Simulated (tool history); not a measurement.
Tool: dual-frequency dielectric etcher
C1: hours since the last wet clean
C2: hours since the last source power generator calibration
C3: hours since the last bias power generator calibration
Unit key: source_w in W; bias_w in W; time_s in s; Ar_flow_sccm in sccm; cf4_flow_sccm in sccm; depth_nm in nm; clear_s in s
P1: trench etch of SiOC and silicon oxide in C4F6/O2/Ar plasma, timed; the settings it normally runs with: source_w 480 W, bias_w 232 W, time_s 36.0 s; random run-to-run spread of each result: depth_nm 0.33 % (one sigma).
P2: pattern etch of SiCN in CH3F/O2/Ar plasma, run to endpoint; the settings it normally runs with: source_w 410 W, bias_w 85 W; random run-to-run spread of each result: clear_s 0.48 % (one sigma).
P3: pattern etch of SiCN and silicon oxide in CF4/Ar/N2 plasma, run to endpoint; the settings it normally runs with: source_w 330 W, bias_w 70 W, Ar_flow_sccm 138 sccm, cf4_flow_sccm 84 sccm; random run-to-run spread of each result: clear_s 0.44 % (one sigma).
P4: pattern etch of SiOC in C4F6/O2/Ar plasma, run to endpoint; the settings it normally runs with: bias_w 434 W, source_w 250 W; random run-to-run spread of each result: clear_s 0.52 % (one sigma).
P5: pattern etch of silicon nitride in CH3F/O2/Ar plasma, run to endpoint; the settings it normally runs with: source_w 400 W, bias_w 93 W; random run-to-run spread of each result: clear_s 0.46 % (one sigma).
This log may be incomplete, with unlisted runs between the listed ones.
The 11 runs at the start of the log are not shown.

Run 12, hour 74.2: process P3, source_w 330 W, bias_w 49 W, Ar_flow_sccm 138 sccm, cf4_flow_sccm 84 sccm; C1 354.6; C2 503.0; C3 724.2. Result: clear_s 23.894 s.
Run 13, hour 81.8: process P1, source_w 480 W, bias_w 232 W, time_s 36.0 s; C1 362.2; C2 510.6; C3 731.8. Result: depth_nm 83.298 nm.
Run 14, hour 89.5: process P5, source_w 400 W, bias_w 117 W; C1 369.9; C2 518.3; C3 739.5. Result: clear_s 46.655 s.
Run 15, hour 95.4: process P3, source_w 330 W, bias_w 70 W, Ar_flow_sccm 138 sccm, cf4_flow_sccm 84 sccm; C1 375.8; C2 524.2; C3 745.4. Result: clear_s 21.182 s.
Run 16, hour 101.5: process P5, source_w 400 W, bias_w 93 W; C1 381.9; C2 530.3; C3 751.5. Result: clear_s 50.580 s.
Run 17, hour 109.3: process P1, source_w 480 W, bias_w 184 W, time_s 25.5 s; C1 389.7; C2 538.1; C3 759.3. Result: depth_nm 54.730 nm.
Run 18, hour 116.3: process P4, source_w 320 W, bias_w 434 W; C1 396.7; C2 545.1; C3 766.3. Result: clear_s 13.474 s.
Run 19, hour 122.3: process P1, source_w 480 W, bias_w 232 W, time_s 36.0 s; C1 402.7; C2 551.1; C3 772.3. Result: depth_nm 83.357 nm.

Predict the results of run 20:
Run 20, hour 126.9: process P4, source_w 250 W, bias_w 434 W; C1 407.3; C2 555.7; C3 776.9. Result: clear_s ?.

{"run 20": {"clear_s": 14.867}}

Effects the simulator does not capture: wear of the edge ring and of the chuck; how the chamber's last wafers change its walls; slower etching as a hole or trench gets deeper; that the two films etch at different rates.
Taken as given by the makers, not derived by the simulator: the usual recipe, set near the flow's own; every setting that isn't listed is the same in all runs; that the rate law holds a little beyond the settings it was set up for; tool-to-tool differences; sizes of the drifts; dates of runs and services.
